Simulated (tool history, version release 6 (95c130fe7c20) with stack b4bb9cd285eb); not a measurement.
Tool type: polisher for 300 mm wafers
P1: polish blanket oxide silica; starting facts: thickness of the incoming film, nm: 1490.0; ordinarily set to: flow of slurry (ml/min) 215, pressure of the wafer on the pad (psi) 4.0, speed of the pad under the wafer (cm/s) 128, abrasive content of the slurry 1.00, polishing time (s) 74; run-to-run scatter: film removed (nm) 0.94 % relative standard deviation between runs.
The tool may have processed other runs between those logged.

run,hour,flow of slurry (ml/min),pressure of the wafer on the pad (psi),speed of the pad under the wafer (cm/s),abrasive content of the slurry,polishing time (s),wafers polished on this pad,hours since the slurry nozzle was cleaned,hours since the head pressure was calibrated,hours since the slurry blender was calibrated,hours since the conditioning disc was replaced,film removed (nm)
1,3.2,215,4.0,128,1.00,74,485,620.8,261.4,22.1,81.6,295.77
2,5.4,215,4.0,128,1.00,74,500,623.0,263.6,24.3,83.8,298.12
3,9.5,215,4.0,68,1.00,74,528,627.1,267.7,28.4,87.9,179.89
4,11.6,215,1.8,128,1.00,74,542,629.2,269.8,30.5,90.0,136.07
5,14.6,215,6.2,128,1.00,74,562,632.2,272.8,33.5,93.0,468.24
6,18.8,150,4.0,128,1.45,74,591,636.4,277.0,37.7,97.2,333.19
7,22.3,215,4.0,128,1.00,74,615,639.9,280.5,41.2,100.7,301.44
# hour 25.1: slurry nozzle cleaned
8,26.0,130,2.5,128,1.00,74,640,1.0,284.2,44.9,104.4,173.72
9,28.1,305,4.0,128,1.00,74,654,3.1,286.3,47.0,106.5,313.60
10,31.2,215,4.0,128,1.00,74,675,6.2,289.4,50.1,109.6,303.91
11,35.4,215,4.0,128,1.00,93,704,10.4,293.6,54.3,113.8,383.22
12,38.7,215,4.0,198,1.00,74,726,13.7,296.9,57.6,117.1,429.43
13,43.0,160,4.0,128,1.00,74,755,18.0,301.2,61.9,121.4,285.04
14,45.7,215,4.0,128,1.50,74,774,20.7,303.9,64.6,124.1,354.52
15,48.5,215,4.0,128,1.00,42,793,23.5,306.7,67.4,126.9,169.94
16,50.9,215,4.0,128,1.00,74,809,25.9,309.1,69.8,129.3,299.66
17,54.8,215,4.0,128,0.50,74,836,29.8,313.0,73.7,133.2,210.54
18,57.4,215,4.0,128,1.00,74,853,32.4,315.6,76.3,135.8,299.75
19,61.6,215,4.0,128,1.00,74,882,36.6,319.8,80.5,140.0,291.20
20,64.0,215,4.0,128,1.00,74,898,39.0,322.2,82.9,142.4,286.39
21,67.3,215,4.0,128,1.00,74,921,42.3,325.5,86.2,145.7,276.23
22,71.8,215,4.0,128,1.00,74,951,46.8,330.0,90.7,150.2,268.07
# hour 74.4: slurry nozzle cleaned
23,75.8,215,4.0,128,1.00,74,978,1.5,334.0,94.7,154.2,271.03
# hour 76.0: head pressure recalibrated
# hour 77.9: conditioning disc replaced and pad reconditioned
24,79.5,215,4.0,128,1.00,74,1004,5.2,3.5,98.4,1.7,266.43
25,82.1,215,4.0,128,1.00,74,1021,7.8,6.1,101.0,4.3,266.70
26,84.3,215,4.0,128,1.00,74,1036,10.0,8.3,103.2,6.5,263.14
27,86.8,215,4.0,128,1.00,74,1053,12.5,10.8,105.7,9.0,261.46
28,91.1,215,4.0,128,1.00,74,1082,16.8,15.1,110.0,13.3,262.87

P1 has crept away from where it was. The log is fitted equally well by each of these 2 causes, at the sizes shown:
A: removal rate lost through wear of the pad, % = 12.2
B: abrasive missing from the slurry, % = 23.4
The onset of the drift is placed at about hour 57.4.
Ruled out, with reasons:
slurry flow missing at the pad, %: its service at hour 74.4 followed the start of the drift and did not put the process back to its old value
head's pressure below its setpoint, %: its service at hour 76.0 followed the start of the drift and did not put the process back to its old value
time polished since the conditioner stopped cutting, s: its service at hour 77.9 followed the start of the drift and did not put the process back to its old value

4 check runs are offered, each on 3 wafers whose results are averaged, their results left as question marks. Which one tells the causes apart?
check 1,95.4,215,4.0,180,1.00,43,,,,,,?
check 2,95.4,215,4.0,96,0.55,74,,,,,,?
check 3,95.4,215,4.0,128,1.00,89,,,,,,?
check 4,95.4,215,2.6,128,1.00,53,,,,,,?

Check results expected under each cause:
check,result,if A,if B
check 1,film removed (nm),202.55,202.57
check 2,film removed (nm),153.67,147.82
check 3,film removed (nm),319.16,319.19
check 4,film removed (nm),123.54,123.55
Separation of the two closest causes in each check, using whichever result separates them best: check 1 0.01 %; check 2 3.88 %; check 3 0.01 %; check 4 0.01 %
Of the check runs offered, only check 2 discriminates between the causes; the rest would read about the same regardless of which cause applies.

After running check 2, the following was obtained: film removed (nm) 147.14. Which cause does this point to?

The correct cause is B, namely: abrasive missing from the slurry, %.

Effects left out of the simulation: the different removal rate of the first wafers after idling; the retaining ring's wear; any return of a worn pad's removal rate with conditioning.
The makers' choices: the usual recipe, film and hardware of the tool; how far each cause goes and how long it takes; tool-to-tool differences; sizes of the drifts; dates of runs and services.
